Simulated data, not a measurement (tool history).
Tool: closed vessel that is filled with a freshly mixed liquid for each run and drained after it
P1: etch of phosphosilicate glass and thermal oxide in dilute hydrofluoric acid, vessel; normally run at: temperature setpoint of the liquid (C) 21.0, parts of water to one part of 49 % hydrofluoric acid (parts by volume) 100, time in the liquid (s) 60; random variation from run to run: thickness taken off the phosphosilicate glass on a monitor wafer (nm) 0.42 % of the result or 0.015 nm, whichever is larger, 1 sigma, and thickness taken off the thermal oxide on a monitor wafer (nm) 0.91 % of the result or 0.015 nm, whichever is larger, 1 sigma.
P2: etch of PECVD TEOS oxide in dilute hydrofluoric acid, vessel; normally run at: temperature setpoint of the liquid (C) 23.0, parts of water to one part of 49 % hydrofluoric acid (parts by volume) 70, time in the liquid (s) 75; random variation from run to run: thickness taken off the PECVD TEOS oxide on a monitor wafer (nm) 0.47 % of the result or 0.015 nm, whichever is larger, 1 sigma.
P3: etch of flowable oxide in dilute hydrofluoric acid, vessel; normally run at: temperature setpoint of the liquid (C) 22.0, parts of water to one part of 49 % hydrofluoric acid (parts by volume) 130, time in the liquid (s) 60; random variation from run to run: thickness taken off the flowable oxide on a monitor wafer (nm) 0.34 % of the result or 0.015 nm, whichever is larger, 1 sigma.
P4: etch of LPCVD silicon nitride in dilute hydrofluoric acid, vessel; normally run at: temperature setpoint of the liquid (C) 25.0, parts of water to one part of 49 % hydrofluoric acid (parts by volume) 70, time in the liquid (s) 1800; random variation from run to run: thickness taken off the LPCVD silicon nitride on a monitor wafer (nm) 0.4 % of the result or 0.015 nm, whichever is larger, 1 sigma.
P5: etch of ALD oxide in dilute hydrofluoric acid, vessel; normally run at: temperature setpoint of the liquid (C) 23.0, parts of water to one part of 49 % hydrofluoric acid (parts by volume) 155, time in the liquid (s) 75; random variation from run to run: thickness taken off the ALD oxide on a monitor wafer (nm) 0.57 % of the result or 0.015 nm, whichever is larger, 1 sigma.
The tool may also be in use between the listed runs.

run,hour,process that ran,temperature setpoint of the liquid (C),parts of water to one part of 49 % hydrofluoric acid (parts by volume),time in the liquid (s),thickness taken off the phosphosilicate glass on a monitor wafer (nm),thickness taken off the thermal oxide on a monitor wafer (nm),thickness taken off the LPCVD silicon nitride on a monitor wafer (nm),thickness taken off the flowable oxide on a monitor wafer (nm),thickness taken off the ALD oxide on a monitor wafer (nm),thickness taken off the PECVD TEOS oxide on a monitor wafer (nm)
1,8.9,P1,21.0,100,60,101.320,2.5705,,,,
2,15.4,P4,25.0,70,395,,,2.9654,,,
3,21.1,P4,25.0,125,1800,,,7.5738,,,
4,26.4,P1,21.0,100,60,100.930,2.6075,,,,
5,36.4,P3,22.0,130,35,,,,16.226,,
6,46.3,P5,23.0,155,75,,,,,7.4746,
7,51.8,P2,23.0,45,75,,,,,,27.310
8,57.9,P1,21.0,100,115,191.790,4.8964,,,,
9,64.5,P1,17.0,100,60,86.182,2.1971,,,,
10,69.5,P5,23.0,155,30,,,,,2.9532,
11,78.7,P1,21.0,40,60,270.490,6.9780,,,,
12,87.1,P4,25.0,70,1800,,,13.3960,,,
13,93.7,P1,21.0,100,60,100.610,2.6100,,,,
14,103.6,P4,19.0,70,1800,,,8.8958,,,
15,110.6,P2,17.0,70,75,,,,,,13.281
16,117.8,P1,21.0,100,30,50.405,1.2914,,,,
17,122.3,P1,17.0,100,110,156.620,3.9356,,,,
18,127.5,P5,17.0,155,75,,,,,5.8599,
19,134.3,P2,23.0,70,150,,,,,,33.875
20,140.6,P3,22.0,25,60,,,,163.540,,
21,150.7,P1,21.0,45,105,417.440,10.6480,,,,
22,160.4,P1,21.0,140,60,69.222,1.7329,,,,
23,170.7,P1,26.5,100,60,125.660,3.1764,,,,
24,177.0,P5,23.0,270,75,,,,,3.8083,
25,185.5,P1,21.0,165,115,109.900,2.8517,,,,
26,193.6,P1,21.0,100,60,101.780,2.5831,,,,
27,199.3,P3,30.0,130,60,,,,37.666,,
28,206.4,P3,22.0,130,60,,,,27.953,,
29,211.2,P2,23.0,70,75,,,,,,17.071
30,215.9,P1,21.0,100,60,101.610,2.5965,,,,
31,223.4,P1,21.0,100,60,96.765,2.5325,,,,
32,229.4,P1,21.0,100,60,96.462,2.4741,,,,
33,234.7,P1,21.0,100,60,95.530,2.4622,,,,
34,240.9,P1,21.0,100,60,94.185,2.3718,,,,
35,247.7,P1,21.0,100,60,93.041,2.4532,,,,
36,255.7,P1,21.0,100,60,92.796,2.3660,,,,
37,262.8,P1,21.0,100,60,92.915,2.3126,,,,
38,270.5,P1,21.0,100,60,92.359,2.3336,,,,
39,277.1,P1,21.0,100,60,91.371,2.3918,,,,
40,286.8,P1,21.0,100,60,91.915,2.3691,,,,

What P1 gives has crept away from where it was. These 2 causes fit the log equally well, each at the size given:
A: hydrofluoric acid flow below the setpoint (%) = 8.05
B: liquid colder than its thermometer reads (K) = 2.29
The creep began at about hour 215.9.

4 check runs are offered, one wafer each, their results left as question marks. Which one tells the causes apart?
check 1,296.5,P4,25.0,115,450,,,?,,,
check 2,296.5,P5,23.0,155,30,,,,,?,
check 3,296.5,P3,25.0,40,60,,,,?,,
check 4,296.5,P2,17.0,70,130,,,,,,?

What each check would give under each cause:
check,result,if A,if B
check 1,thickness taken off the LPCVD silicon nitride on a monitor wafer (nm),1.8956,1.7730
check 2,thickness taken off the ALD oxide on a monitor wafer (nm),2.7042,2.7305
check 3,thickness taken off the flowable oxide on a monitor wafer (nm),104.360,103.690
check 4,thickness taken off the PECVD TEOS oxide on a monitor wafer (nm),20.965,20.783
How far apart the two closest causes lie, in the result that separates them most: check 1 6.69 %; check 2 0.97 %; check 3 0.64 %; check 4 0.87 %
Check 1 tells the causes apart: in the others they would give nearly the same result.

Then check 1 was run and gave: thickness taken off the LPCVD silicon nitride on a monitor wafer (nm) 1.8617. Which cause is it?

It is A: hydrofluoric acid flow below the setpoint (%).
